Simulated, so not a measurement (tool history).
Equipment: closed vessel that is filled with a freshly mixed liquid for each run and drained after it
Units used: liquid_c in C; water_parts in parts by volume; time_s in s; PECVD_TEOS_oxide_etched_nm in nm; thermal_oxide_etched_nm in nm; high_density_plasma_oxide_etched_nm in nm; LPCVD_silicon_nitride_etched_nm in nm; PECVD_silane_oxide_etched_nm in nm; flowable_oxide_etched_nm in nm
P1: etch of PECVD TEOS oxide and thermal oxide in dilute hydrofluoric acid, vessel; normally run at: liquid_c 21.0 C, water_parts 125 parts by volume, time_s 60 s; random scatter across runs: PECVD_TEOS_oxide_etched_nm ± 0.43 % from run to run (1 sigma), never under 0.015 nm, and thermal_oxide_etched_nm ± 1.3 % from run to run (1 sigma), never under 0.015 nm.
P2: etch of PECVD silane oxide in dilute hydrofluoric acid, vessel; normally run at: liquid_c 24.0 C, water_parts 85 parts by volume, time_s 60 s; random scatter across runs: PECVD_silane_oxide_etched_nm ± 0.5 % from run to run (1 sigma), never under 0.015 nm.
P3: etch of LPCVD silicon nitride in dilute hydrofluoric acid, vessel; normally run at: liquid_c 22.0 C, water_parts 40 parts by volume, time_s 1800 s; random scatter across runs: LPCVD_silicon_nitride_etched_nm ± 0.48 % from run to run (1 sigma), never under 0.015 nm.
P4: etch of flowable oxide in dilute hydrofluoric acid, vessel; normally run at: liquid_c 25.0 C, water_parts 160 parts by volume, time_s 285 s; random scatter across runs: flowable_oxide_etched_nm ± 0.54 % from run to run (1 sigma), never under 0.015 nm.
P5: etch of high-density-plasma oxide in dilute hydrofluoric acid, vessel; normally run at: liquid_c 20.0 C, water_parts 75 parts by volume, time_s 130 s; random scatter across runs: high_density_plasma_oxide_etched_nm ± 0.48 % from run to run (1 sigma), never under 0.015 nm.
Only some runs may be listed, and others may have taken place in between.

run   hour  process  liquid_c  water_parts  time_s  hours since the thermometer was replaced  hours since the hydrofluoric acid flow meter was replaced  PECVD_TEOS_oxide_etched_nm  thermal_oxide_etched_nm  high_density_plasma_oxide_etched_nm  LPCVD_silicon_nitride_etched_nm  PECVD_silane_oxide_etched_nm  flowable_oxide_etched_nm
  1   17.5       P1      21.0          125      60                                     415.6                                                      163.1                      9.7990                  1.84810
  2   30.7       P1      21.0          125      95                                     428.8                                                      176.3                     15.4270                  2.94500
  3   40.6       P5      20.0           75      30                                     438.7                                                      186.2                                                                                    2.0432
  4   49.9       P3      26.5           40    1800                                     448.0                                                      195.5                                                                                                                     26.497
  5   66.2       P1      21.0          125      60                                     464.3                                                      211.8                      9.6379                  1.84300
  6   74.8       P3      22.0           40    1800                                     472.9                                                      220.4                                                                                                                     19.319
  7   83.4       P3      22.0           55    1800                                     481.5                                                      229.0                                                                                                                     14.198
  8   94.4       P2      24.0           85      60                                     492.5                                                      240.0                                                                                                                                                   26.818
  9  109.2       P1      21.0          125      30                                     507.3                                                      254.8                      4.8846                  0.96191
 10  122.7       P4      25.0          160     285                                     520.8                                                      268.3                                                                                                                                                                            45.6180
     132.5  -- thermometer replaced
 11  137.7       P5      17.0           75     130                                       5.3                                                      283.3                                                                                    7.6761
 12  152.7       P1      21.0           40     105                                      20.3                                                      298.3                     59.0240                 11.49700
 13  163.3       P1      21.0          200      60                                      30.9                                                      308.9                      5.6496                  1.09840
 14  180.5       P4      20.5          160     285                                      48.1                                                      326.1                                                                                                                                                                            38.0230
 15  197.6       P2      24.0           85     100                                      65.2                                                      343.2                                                                                                                                                   44.709
 16  213.7       P1      21.0          125      60                                      81.3                                                      359.3                      9.6848                  1.86070
 17  228.5       P5      20.0           75     130                                      96.1                                                      374.1                                                                                    8.7332
 18  239.1       P1      21.0          125      60                                     106.7                                                      384.7                      9.7218                  1.83900
 19  252.8       P2      24.0           50      60                                     120.4                                                      398.4                                                                                                                                                   48.088
 20  264.2       P5      20.0           75     130                                     131.8                                                      409.8                                                                                    8.6421
 21  278.4       P1      25.0          125      60                                     146.0                                                      424.0                     11.4110                  2.21270
 22  288.4       P5      20.0          110     130                                     156.0                                                      434.0                                                                                    5.7258
 23  296.5       P1      21.0           35      60                                     164.1                                                      442.1                     38.6160                  7.56190
 24  313.8       P3      22.0           40    2720                                     181.4                                                      459.4                                                                                                                     29.523
 25  328.9       P1      17.0          125      60                                     196.5                                                      474.5                      8.2436                  1.60360
 26  344.2       P1      21.0          125      60                                     211.8                                                      489.8                      9.7125                  1.86470
 27  356.1       P4      25.0          160     285                                     223.7                                                      501.7                                                                                                                                                                            45.2140
 28  365.4       P2      24.0           85      60                                     233.0                                                      511.0                                                                                                                                                   27.247
 29  382.3       P1      21.0          125      60                                     249.9                                                      527.9                      9.7894                  1.87900
 30  395.0       P1      21.0          125      60                                     262.6                                                      540.6                      9.7080                  1.83750
 31  408.7       P1      21.0           65      30                                     276.3                                                      554.3                     10.1230                  1.99090
 32  425.4       P4      25.0           60     285                                     293.0                                                      571.0                                                                                                                                                                           138.2400
 33  439.5       P2      28.5           85      60                                     307.1                                                      585.1                                                                                                                                                   32.239
 34  449.7       P4      25.0          160      30                                     317.3                                                      595.3                                                                                                                                                                             4.7053
 35  466.8       P1      21.0          205      90                                     334.4                                                      612.4                      8.0899                  1.57940
 36  482.8       P1      21.0          125      60                                     350.4                                                      628.4                      9.7108                  1.85530
 37  494.8       P1      21.0          125      60                                     362.4                                                      640.4                     10.1250                  1.95550
 38  509.1       P1      21.0          125      60                                     376.7                                                      654.7                     10.2720                  2.00890
 39  526.9       P1      21.0          125      60                                     394.5                                                      672.5                     10.4190                  2.04460
 40  543.8       P1      21.0          125      60                                     411.4                                                      689.4                     10.5060                  1.99940
 41  556.2       P1      21.0          125      60                                     423.8                                                      701.8                     10.6890                  2.03230
 42  565.8       P1      21.0          125      60                                     433.4                                                      711.4                     10.5980                  2.03270
 43  576.2       P1      21.0          125      60                                     443.8                                                      721.8                     10.7080                  2.10360
 44  589.1       P1      21.0          125      60                                     456.7                                                      734.7                     10.6400                  2.06390
 45  599.4       P1      21.0          125      60                                     467.0                                                      745.0                     10.7170                  2.03790

What P1 gives has crept away from where it was. These 2 causes fit the log equally well, each at the size given:
A: hydrofluoric acid flow above the setpoint (%) = 8.56
B: liquid hotter than its thermometer reads (K) = 2.35
At approximately hour 482.8, the process output began to creep.

Question marks stand in for the results of the 4 check runs listed below, each run on one wafer. Under which run would the listed causes show clearly different results?
check 1  609.7       P2      24.0           85      60                                                                                                                                                                                                                                                             ?
check 2  609.7       P5      20.0           75     130                                                                                                                                                                                              ?
check 3  609.7       P3      22.0           40    1800                                                                                                                                                                                                                               ?
check 4  609.7       P4      25.0          160     285                                                                                                                                                                                                                                                                                       ?

What each check would give under each cause:
  check                               result     if A     if B
check 1         PECVD_silane_oxide_etched_nm   29.469   29.546
check 2  high_density_plasma_oxide_etched_nm   9.5102   9.5884
check 3      LPCVD_silicon_nitride_etched_nm   21.040   22.806
check 4             flowable_oxide_etched_nm  49.7160  49.2400
Separation of the two closest causes in each check, using whichever result separates them best: check 1 0.26 %; check 2 0.82 %; check 3 8.06 %; check 4 0.96 %
The causes can be told apart only by check 3. The other checks would give nearly the same results under each of them.

After running check 3, the following was obtained: LPCVD_silicon_nitride_etched_nm 20.885 nm. Which cause does this point to?

A is the cause: hydrofluoric acid flow above the setpoint (%).
